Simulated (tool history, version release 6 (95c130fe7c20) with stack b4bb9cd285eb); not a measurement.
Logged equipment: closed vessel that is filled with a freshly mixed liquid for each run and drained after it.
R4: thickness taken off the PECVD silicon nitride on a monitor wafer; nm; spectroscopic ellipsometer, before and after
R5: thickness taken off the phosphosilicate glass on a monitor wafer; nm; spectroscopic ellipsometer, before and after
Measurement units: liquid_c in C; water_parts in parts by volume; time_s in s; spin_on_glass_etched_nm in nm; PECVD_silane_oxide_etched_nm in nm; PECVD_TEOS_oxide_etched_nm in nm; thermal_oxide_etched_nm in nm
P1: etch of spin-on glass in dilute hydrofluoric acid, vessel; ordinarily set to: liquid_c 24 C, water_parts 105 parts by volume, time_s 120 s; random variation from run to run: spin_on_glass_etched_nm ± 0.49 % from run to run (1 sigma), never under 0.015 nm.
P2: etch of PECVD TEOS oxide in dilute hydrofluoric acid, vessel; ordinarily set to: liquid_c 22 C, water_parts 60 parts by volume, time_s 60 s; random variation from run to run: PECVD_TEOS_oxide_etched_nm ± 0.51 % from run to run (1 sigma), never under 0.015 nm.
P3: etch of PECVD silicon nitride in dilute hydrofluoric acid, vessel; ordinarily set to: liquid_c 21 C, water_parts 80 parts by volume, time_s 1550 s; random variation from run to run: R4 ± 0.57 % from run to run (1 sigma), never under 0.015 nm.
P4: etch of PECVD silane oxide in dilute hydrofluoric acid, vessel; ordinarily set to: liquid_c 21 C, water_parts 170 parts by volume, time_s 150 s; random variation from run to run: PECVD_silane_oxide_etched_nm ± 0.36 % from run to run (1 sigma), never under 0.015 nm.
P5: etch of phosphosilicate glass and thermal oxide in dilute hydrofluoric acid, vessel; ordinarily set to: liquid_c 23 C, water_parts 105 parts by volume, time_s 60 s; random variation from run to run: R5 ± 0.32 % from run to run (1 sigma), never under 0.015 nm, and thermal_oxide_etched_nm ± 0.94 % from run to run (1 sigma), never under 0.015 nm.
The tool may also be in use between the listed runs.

Run 1, day 0.162: process P1, liquid_c 24 C, water_parts 105 parts by volume, time_s 120 s. Result: spin_on_glass_etched_nm 39.628 nm.
Run 2, day 0.375: process P4, liquid_c 21 C, water_parts 170 parts by volume, time_s 50 s. Result: PECVD_silane_oxide_etched_nm 9.5022 nm.
Run 3, day 0.688: process P2, liquid_c 22 C, water_parts 20 parts by volume, time_s 60 s. Result: PECVD_TEOS_oxide_etched_nm 65.033 nm.
Run 4, day 1.004: process P1, liquid_c 24 C, water_parts 105 parts by volume, time_s 30 s. Result: spin_on_glass_etched_nm 9.9765 nm.
Run 5, day 1.221: process P1, liquid_c 24 C, water_parts 150 parts by volume, time_s 120 s. Result: spin_on_glass_etched_nm 26.182 nm.
Run 6, day 1.521: process P1, liquid_c 30 C, water_parts 105 parts by volume, time_s 120 s. Result: spin_on_glass_etched_nm 50.262 nm.
Run 7, day 1.867: process P3, liquid_c 21 C, water_parts 125 parts by volume, time_s 1550 s. Result: R4 35.488 nm.
Run 8, day 2.217: process P1, liquid_c 21 C, water_parts 105 parts by volume, time_s 55 s. Result: spin_on_glass_etched_nm 16.056 nm.
Run 9, day 2.512: process P1, liquid_c 24 C, water_parts 105 parts by volume, time_s 120 s. Result: spin_on_glass_etched_nm 39.936 nm.
Run 10, day 2.729: process P5, liquid_c 23 C, water_parts 105 parts by volume, time_s 95 s. Result: R5 80.773 nm, thermal_oxide_etched_nm 4.0568 nm.
Run 11, day 3.017: process P3, liquid_c 17 C, water_parts 80 parts by volume, time_s 1550 s. Result: R4 41.468 nm.
Run 12, day 3.246: process P3, liquid_c 21 C, water_parts 80 parts by volume, time_s 1550 s. Result: R4 54.871 nm.
Run 13, day 3.417: process P1, liquid_c 30.5 C, water_parts 105 parts by volume, time_s 60 s. Result: spin_on_glass_etched_nm 25.436 nm.
Run 14, day 3.679: process P2, liquid_c 22 C, water_parts 60 parts by volume, time_s 30 s. Result: PECVD_TEOS_oxide_etched_nm 10.361 nm.
Run 15, day 3.983: process P1, liquid_c 20 C, water_parts 105 parts by volume, time_s 120 s. Result: spin_on_glass_etched_nm 34.224 nm.
Run 16, day 4.35: process P5, liquid_c 29.5 C, water_parts 105 parts by volume, time_s 60 s. Result: R5 66.247 nm, thermal_oxide_etched_nm 3.3522 nm.
Run 17, day 4.667: process P4, liquid_c 21 C, water_parts 45 parts by volume, time_s 150 s. Result: PECVD_silane_oxide_etched_nm 123.85 nm.
Run 18, day 4.967: process P2, liquid_c 30 C, water_parts 60 parts by volume, time_s 60 s. Result: PECVD_TEOS_oxide_etched_nm 28.486 nm.
Run 19, day 5.175: process P3, liquid_c 21 C, water_parts 80 parts by volume, time_s 135 s. Result: R4 4.7951 nm.
Run 20, day 5.525: process P5, liquid_c 23 C, water_parts 30 parts by volume, time_s 60 s. Result: R5 197.14 nm, thermal_oxide_etched_nm 10.159 nm.
Run 21, day 5.688: process P1, liquid_c 24 C, water_parts 105 parts by volume, time_s 185 s. Result: spin_on_glass_etched_nm 61.818 nm.
Run 22, day 6.017: process P1, liquid_c 24 C, water_parts 105 parts by volume, time_s 120 s. Result: spin_on_glass_etched_nm 39.847 nm.
Run 23, day 6.296: process P1, liquid_c 24 C, water_parts 145 parts by volume, time_s 200 s. Result: spin_on_glass_etched_nm 45.887 nm.
Run 24, day 6.575: process P1, liquid_c 24 C, water_parts 105 parts by volume, time_s 120 s. Result: spin_on_glass_etched_nm 39.766 nm.
At day 6.788: hydrofluoric acid flow meter replaced.
Run 25, day 6.912: process P1, liquid_c 24 C, water_parts 105 parts by volume, time_s 120 s. Result: spin_on_glass_etched_nm 39.761 nm.
Run 26, day 7.183: process P2, liquid_c 22 C, water_parts 60 parts by volume, time_s 60 s. Result: PECVD_TEOS_oxide_etched_nm 20.663 nm.
Run 27, day 7.442: process P1, liquid_c 24 C, water_parts 40 parts by volume, time_s 120 s. Result: spin_on_glass_etched_nm 113.93 nm.
Run 28, day 7.638: process P4, liquid_c 29 C, water_parts 170 parts by volume, time_s 150 s. Result: PECVD_silane_oxide_etched_nm 38.544 nm.
Run 29, day 7.967: process P5, liquid_c 23 C, water_parts 105 parts by volume, time_s 60 s. Result: R5 50.959 nm, thermal_oxide_etched_nm 2.6123 nm.
Run 30, day 8.325: process P5, liquid_c 23 C, water_parts 105 parts by volume, time_s 60 s. Result: R5 51.255 nm, thermal_oxide_etched_nm 2.5738 nm.
Run 31, day 8.571: process P2, liquid_c 22 C, water_parts 60 parts by volume, time_s 60 s. Result: PECVD_TEOS_oxide_etched_nm 20.826 nm.
Run 32, day 8.867: process P4, liquid_c 21 C, water_parts 170 parts by volume, time_s 150 s. Result: PECVD_silane_oxide_etched_nm 28.551 nm.
Run 33, day 9.217: process P1, liquid_c 24 C, water_parts 105 parts by volume, time_s 120 s. Result: spin_on_glass_etched_nm 40.003 nm.
Run 34, day 9.496: process P1, liquid_c 24 C, water_parts 105 parts by volume, time_s 120 s. Result: spin_on_glass_etched_nm 40.934 nm.
Run 35, day 9.754: process P1, liquid_c 24 C, water_parts 105 parts by volume, time_s 120 s. Result: spin_on_glass_etched_nm 41.817 nm.
Run 36, day 9.946: process P1, liquid_c 24 C, water_parts 105 parts by volume, time_s 120 s. Result: spin_on_glass_etched_nm 42.53 nm.
Run 37, day 10.183: process P1, liquid_c 24 C, water_parts 105 parts by volume, time_s 120 s. Result: spin_on_glass_etched_nm 42.695 nm.
Run 38, day 10.483: process P1, liquid_c 24 C, water_parts 105 parts by volume, time_s 120 s. Result: spin_on_glass_etched_nm 43.049 nm.
Run 39, day 10.775: process P1, liquid_c 24 C, water_parts 105 parts by volume, time_s 120 s. Result: spin_on_glass_etched_nm 43.502 nm.
Run 40, day 11.071: process P1, liquid_c 24 C, water_parts 105 parts by volume, time_s 120 s. Result: spin_on_glass_etched_nm 43.505 nm.
Run 41, day 11.362: process P1, liquid_c 24 C, water_parts 105 parts by volume, time_s 120 s. Result: spin_on_glass_etched_nm 43.431 nm.
Run 42, day 11.583: process P1, liquid_c 24 C, water_parts 105 parts by volume, time_s 120 s. Result: spin_on_glass_etched_nm 43.503 nm.

Something has made what P1 gives creep away from where it was; the 2 causes below, each at its own stated size, fit the log equally well:
A: hydrofluoric acid flow above the setpoint (%) = 8.16
B: liquid hotter than its thermometer reads (K) = 2.26
The gradual shift began around day 9.217.

The check runs listed below each take one wafer, and their results are still question marks. Under which run would the listed causes lead to clearly different results?
Run check 1, day 11.804: process P5, liquid_c 28 C, water_parts 40 parts by volume, time_s 60 s. Result: R5 ?, thermal_oxide_etched_nm ?.
Run check 2, day 11.804: process P2, liquid_c 28.5 C, water_parts 60 parts by volume, time_s 30 s. Result: PECVD_TEOS_oxide_etched_nm ?.
Run check 3, day 11.804: process P3, liquid_c 21 C, water_parts 125 parts by volume, time_s 340 s. Result: R4 ?.
Run check 4, day 11.804: process P4, liquid_c 21 C, water_parts 65 parts by volume, time_s 50 s. Result: PECVD_silane_oxide_etched_nm ?.

Outcome of each check run for each possible cause:
  check                        result    if A    if B
check 1                            R5  194.57  195.96
check 1       thermal_oxide_etched_nm  9.8218  9.8924
check 2    PECVD_TEOS_oxide_etched_nm   14.65  14.693
check 3                            R4  8.3892  9.0238
check 4  PECVD_silane_oxide_etched_nm  30.411  30.687
Separation of the two closest causes in each check, using whichever result separates them best: check 1 0.72 %; check 2 0.3 %; check 3 7.29 %; check 4 0.9 %
The causes can be told apart only by check 3. The other checks would give nearly the same results under each of them.

The results of check 3 are: R4 9.0138 nm. Based on these, which of the listed causes is it?

B is the cause: liquid hotter than its thermometer reads (K).
